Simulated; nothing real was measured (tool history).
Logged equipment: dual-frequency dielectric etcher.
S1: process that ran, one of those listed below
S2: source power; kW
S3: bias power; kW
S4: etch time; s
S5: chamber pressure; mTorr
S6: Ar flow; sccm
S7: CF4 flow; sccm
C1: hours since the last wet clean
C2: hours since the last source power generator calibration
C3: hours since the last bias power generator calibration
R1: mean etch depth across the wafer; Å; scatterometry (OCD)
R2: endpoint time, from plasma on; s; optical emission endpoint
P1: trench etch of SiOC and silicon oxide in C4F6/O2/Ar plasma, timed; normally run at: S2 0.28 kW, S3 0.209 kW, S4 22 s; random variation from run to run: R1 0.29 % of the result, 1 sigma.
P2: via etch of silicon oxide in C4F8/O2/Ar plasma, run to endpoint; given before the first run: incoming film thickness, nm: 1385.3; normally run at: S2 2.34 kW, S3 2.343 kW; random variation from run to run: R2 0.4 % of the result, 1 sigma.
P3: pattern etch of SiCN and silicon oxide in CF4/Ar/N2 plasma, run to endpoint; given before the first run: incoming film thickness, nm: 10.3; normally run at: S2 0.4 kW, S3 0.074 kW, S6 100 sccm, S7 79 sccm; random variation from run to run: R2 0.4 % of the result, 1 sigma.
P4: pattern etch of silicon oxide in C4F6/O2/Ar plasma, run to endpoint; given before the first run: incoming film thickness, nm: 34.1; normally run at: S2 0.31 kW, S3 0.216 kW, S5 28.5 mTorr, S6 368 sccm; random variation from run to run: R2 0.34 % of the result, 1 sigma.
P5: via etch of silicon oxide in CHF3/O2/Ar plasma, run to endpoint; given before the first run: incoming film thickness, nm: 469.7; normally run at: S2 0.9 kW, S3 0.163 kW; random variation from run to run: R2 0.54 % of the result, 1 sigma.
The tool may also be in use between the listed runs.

run	hour	S1	S2	S3	S4	S5	S6	S7	C1	C2	C3	R1	R2
1	8	P1	0.28	0.209	22				167.5	676.3	599.3	395.58	
2	16.6	P5	0.74	0.163					176.1	684.9	607.9		228.51
3	23.2	P4	0.31	0.216		28.5	286		182.7	691.5	614.5		11.257
4	33.9	P1	0.28	0.209	22				193.4	702.2	625.2	392.2	
5	44.5	P3	0.4	0.046			100	79	204	712.8	635.8		15.586
6	49.9	P1	0.28	0.209	15.5				209.4	718.2	641.2	277.24	
7	55.8	P1	0.28	0.28	22				215.3	724.1	647.1	433.12	
8	64	P4	0.31	0.216		28.5	368		223.5	732.3	655.3		11.484
9	73.2	P4	0.44	0.216		28.5	368		232.7	741.5	664.5		10.021
10	80	P2	2.34	1.364					239.5	748.3	671.3		286.77
11	85.3	P2	1.43	2.343					244.8	753.6	676.6		299.45
12	91	P5	0.9	0.163					250.5	759.3	682.3		213.3
13	99.7	P4	0.31	0.148		28.5	368		259.2	768	691		13.059
# hour 108.6: source power generator calibrated
14	109.4	P2	2.34	2.343					268.9	0.9	700.7		245.63
15	116.3	P1	0.28	0.258	12				275.8	7.8	707.6	229.83	
16	126.3	P2	2.34	2.343					285.8	17.8	717.6		247.18
17	131.1	P4	0.31	0.216		28.5	368		290.6	22.6	722.4		11.585
18	137	P3	0.5	0.074			100	79	296.5	28.5	728.3		10.884
19	145.3	P1	0.28	0.209	22				304.8	36.8	736.6	392.15	
20	153.2	P3	0.4	0.074			100	79	312.7	44.7	744.5		13.198
21	161.5	P3	0.4	0.074			77	79	321	53	752.8		12.909
22	167.2	P1	0.28	0.209	22				326.7	58.7	758.5	394.21	
23	173.4	P5	0.9	0.226					332.9	64.9	764.7		191.96
24	178.4	P3	0.4	0.074			100	57	337.9	69.9	769.7		13.923
25	188.9	P1	0.28	0.164	22				348.4	80.4	780.2	363.58	
26	198.5	P1	0.38	0.209	22				358	90	789.8	438.61	
27	207.4	P1	0.22	0.251	22				366.9	98.9	798.7	383.25	
28	213.6	P1	0.2	0.209	22				373.1	105.1	804.9	345.54	
29	223.9	P1	0.28	0.209	22				383.4	115.4	815.2	394.37	
30	229.8	P4	0.31	0.216		39	368		389.3	121.3	821.1		11.951
31	240.3	P1	0.28	0.209	31				399.8	131.8	831.6	552.81	
32	249.1	P1	0.28	0.153	14				408.6	140.6	840.4	226.9	
33	254.5	P1	0.28	0.209	22				414	146	845.8	393.82	
34	263.4	P1	0.28	0.209	22				422.9	154.9	854.7	391.53	
35	268.9	P1	0.28	0.209	22				428.4	160.4	860.2	388.89	
36	276.9	P1	0.28	0.209	22				436.4	168.4	868.2	388.11	
37	286.1	P1	0.28	0.209	22				445.6	177.6	877.4	388.9	
38	294.1	P1	0.28	0.209	22				453.6	185.6	885.4	386.19	
39	299	P1	0.28	0.209	22				458.5	190.5	890.3	385.79	
# hour 299.4: wet clean of the chamber
40	304.9	P1	0.28	0.209	22				5.5	196.4	896.2	387.86	
41	312.7	P1	0.28	0.209	22				13.3	204.2	904	389.72	

Run 42, settings as shown, results not yet in. Your forecast:
42	322	P1	0.28	0.209	22				22.6	213.5	913.3	?	

Run 42 yielded R1 386.39 Å.

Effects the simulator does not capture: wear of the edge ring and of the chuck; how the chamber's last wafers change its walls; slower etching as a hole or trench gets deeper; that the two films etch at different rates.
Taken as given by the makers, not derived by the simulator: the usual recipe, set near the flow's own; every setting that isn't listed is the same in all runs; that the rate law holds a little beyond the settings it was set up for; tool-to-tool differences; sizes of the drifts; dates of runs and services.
